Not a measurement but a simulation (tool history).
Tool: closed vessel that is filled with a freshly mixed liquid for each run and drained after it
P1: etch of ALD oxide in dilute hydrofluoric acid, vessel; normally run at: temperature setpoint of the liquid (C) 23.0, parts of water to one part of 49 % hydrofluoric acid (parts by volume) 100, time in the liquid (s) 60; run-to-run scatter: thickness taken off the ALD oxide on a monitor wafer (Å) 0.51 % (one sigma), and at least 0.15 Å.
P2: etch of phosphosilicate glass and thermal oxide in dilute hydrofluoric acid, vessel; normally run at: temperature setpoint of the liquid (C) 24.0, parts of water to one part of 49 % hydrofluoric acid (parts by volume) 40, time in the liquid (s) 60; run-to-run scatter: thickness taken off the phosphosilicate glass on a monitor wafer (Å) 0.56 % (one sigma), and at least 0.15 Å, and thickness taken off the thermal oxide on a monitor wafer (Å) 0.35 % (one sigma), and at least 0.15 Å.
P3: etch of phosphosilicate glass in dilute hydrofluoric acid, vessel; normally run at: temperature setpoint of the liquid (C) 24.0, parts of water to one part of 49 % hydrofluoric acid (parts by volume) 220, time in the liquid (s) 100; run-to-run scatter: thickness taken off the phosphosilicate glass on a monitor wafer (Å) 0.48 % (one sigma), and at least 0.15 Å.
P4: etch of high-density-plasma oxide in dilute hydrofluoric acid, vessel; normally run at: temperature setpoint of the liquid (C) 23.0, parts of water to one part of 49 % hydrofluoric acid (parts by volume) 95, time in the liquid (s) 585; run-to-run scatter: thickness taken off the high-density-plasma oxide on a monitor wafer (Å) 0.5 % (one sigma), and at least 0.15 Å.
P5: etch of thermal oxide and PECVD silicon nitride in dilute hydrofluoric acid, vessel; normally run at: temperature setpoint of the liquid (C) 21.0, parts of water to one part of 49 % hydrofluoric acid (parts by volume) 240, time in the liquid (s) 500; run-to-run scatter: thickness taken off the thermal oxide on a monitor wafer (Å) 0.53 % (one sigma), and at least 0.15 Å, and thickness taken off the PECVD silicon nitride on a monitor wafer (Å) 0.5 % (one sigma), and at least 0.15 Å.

run,hour,process that ran,temperature setpoint of the liquid (C),parts of water to one part of 49 % hydrofluoric acid (parts by volume),time in the liquid (s),hours since the thermometer was replaced,hours since the hydrofluoric acid flow meter was replaced,thickness taken off the ALD oxide on a monitor wafer (Å),thickness taken off the thermal oxide on a monitor wafer (Å),thickness taken off the PECVD silicon nitride on a monitor wafer (Å),thickness taken off the phosphosilicate glass on a monitor wafer (Å),thickness taken off the high-density-plasma oxide on a monitor wafer (Å)
1,3.2,P1,23.0,100,60,1739.3,637.9,120.300,,,,
2,7.5,P1,23.0,100,60,1743.6,642.2,121.460,,,,
3,14.3,P5,28.5,240,500,1750.4,649.0,,105.960,151.790,,
4,19.7,P1,23.0,175,60,1755.8,654.4,63.150,,,,
5,25.0,P5,21.0,240,500,1761.1,659.7,,81.772,95.047,,
6,31.3,P2,24.0,40,60,1767.4,666.0,,76.642,,2150.60,
7,35.5,P2,24.0,40,120,1771.6,670.2,,152.660,,4288.00,
8,40.3,P1,23.0,100,60,1776.4,675.0,120.270,,,,
9,46.3,P1,23.0,100,30,1782.4,681.0,60.240,,,,
10,51.1,P2,19.5,40,60,1787.2,685.8,,63.342,,1768.60,
11,56.8,P4,23.0,95,30,1792.9,691.5,,,,,15.755
12,62.5,P1,23.0,60,30,1798.6,697.2,105.970,,,,
13,66.8,P3,24.0,105,100,1802.9,701.5,,,,991.63,
14,71.4,P2,24.0,40,60,1807.5,706.1,,76.321,,2152.00,
15,74.6,P1,18.5,100,30,1810.7,709.3,50.077,,,,
16,79.4,P1,23.0,100,95,1815.5,714.1,192.160,,,,
17,86.6,P3,24.0,220,55,1822.7,721.3,,,,226.05,
18,92.6,P5,21.0,55,500,1828.7,727.3,,435.100,402.060,,
19,99.3,P4,23.0,95,585,1835.4,734.0,,,,,304.240
20,104.9,P1,23.0,100,60,1841.0,739.6,121.010,,,,
21,111.5,P1,23.0,50,60,1847.6,746.2,257.340,,,,
22,115.7,P2,24.0,25,60,1851.8,750.4,,125.220,,3500.30,
23,119.3,P5,21.0,240,500,1855.4,754.0,,81.849,96.027,,
24,126.0,P3,24.0,220,100,1862.1,760.7,,,,415.41,
25,132.0,P4,23.0,155,585,1868.1,766.7,,,,,174.070
26,135.4,P1,30.5,100,30,1871.5,770.1,80.955,,,,
27,138.7,P3,28.0,220,100,1874.8,773.4,,,,478.70,
28,144.9,P1,17.0,100,60,1881.0,779.6,94.904,,,,
29,150.8,P4,27.0,95,585,1886.9,785.5,,,,,356.920
30,157.5,P1,23.0,100,60,1893.6,792.2,120.720,,,,
31,161.1,P5,21.0,240,805,1897.2,795.8,,130.890,154.910,,
32,164.9,P1,28.0,100,60,1901.0,799.6,147.010,,,,
33,170.0,P1,23.0,100,60,1906.1,804.7,120.450,,,,
34,173.1,P1,23.0,100,60,1909.2,807.8,117.200,,,,
35,177.5,P1,23.0,100,60,1913.6,812.2,115.690,,,,
36,184.2,P1,23.0,100,60,1920.3,818.9,114.440,,,,
37,188.8,P1,23.0,100,60,1924.9,823.5,113.290,,,,
38,194.4,P1,23.0,100,60,1930.5,829.1,113.180,,,,
39,197.8,P1,23.0,100,60,1933.9,832.5,111.750,,,,
40,201.3,P1,23.0,100,60,1937.4,836.0,112.940,,,,

What P1 gives has crept away from where it was. These 2 causes fit the log equally well, each at the size given:
A: hydrofluoric acid flow below the setpoint (%) = 5.75
B: liquid colder than its thermometer reads (K) = 1.66
The creep began at about hour 170.0.

4 check runs are offered, one wafer each, their results left as question marks. Which one tells the causes apart?
check 1,204.8,P2,24.0,40,60,,,,?,,?,
check 2,204.8,P5,21.0,240,500,,,,?,?,,
check 3,204.8,P3,24.0,220,100,,,,,,?,
check 4,204.8,P4,23.0,95,585,,,,,,,?

What each check would give under each cause:
check,result,if A,if B
check 1,thickness taken off the thermal oxide on a monitor wafer (Å),71.477,70.990
check 1,thickness taken off the phosphosilicate glass on a monitor wafer (Å),2011.60,1997.90
check 2,thickness taken off the thermal oxide on a monitor wafer (Å),75.654,76.468
check 2,thickness taken off the PECVD silicon nitride on a monitor wafer (Å),90.472,86.092
check 3,thickness taken off the phosphosilicate glass on a monitor wafer (Å),386.19,390.89
check 4,thickness taken off the high-density-plasma oxide on a monitor wafer (Å),283.670,283.430
How far apart the two closest causes lie, in the result that separates them most: check 1 0.68 %; check 2 4.96 %; check 3 1.21 %; check 4 0.09 %
Only check 2 tells the causes apart: in the others they would give nearly the same result.

Then check 2 was run and gave: thickness taken off the thermal oxide on a monitor wafer (Å) 76.396; thickness taken off the PECVD silicon nitride on a monitor wafer (Å) 85.391. Which cause is it?

It is B: liquid colder than its thermometer reads (K).

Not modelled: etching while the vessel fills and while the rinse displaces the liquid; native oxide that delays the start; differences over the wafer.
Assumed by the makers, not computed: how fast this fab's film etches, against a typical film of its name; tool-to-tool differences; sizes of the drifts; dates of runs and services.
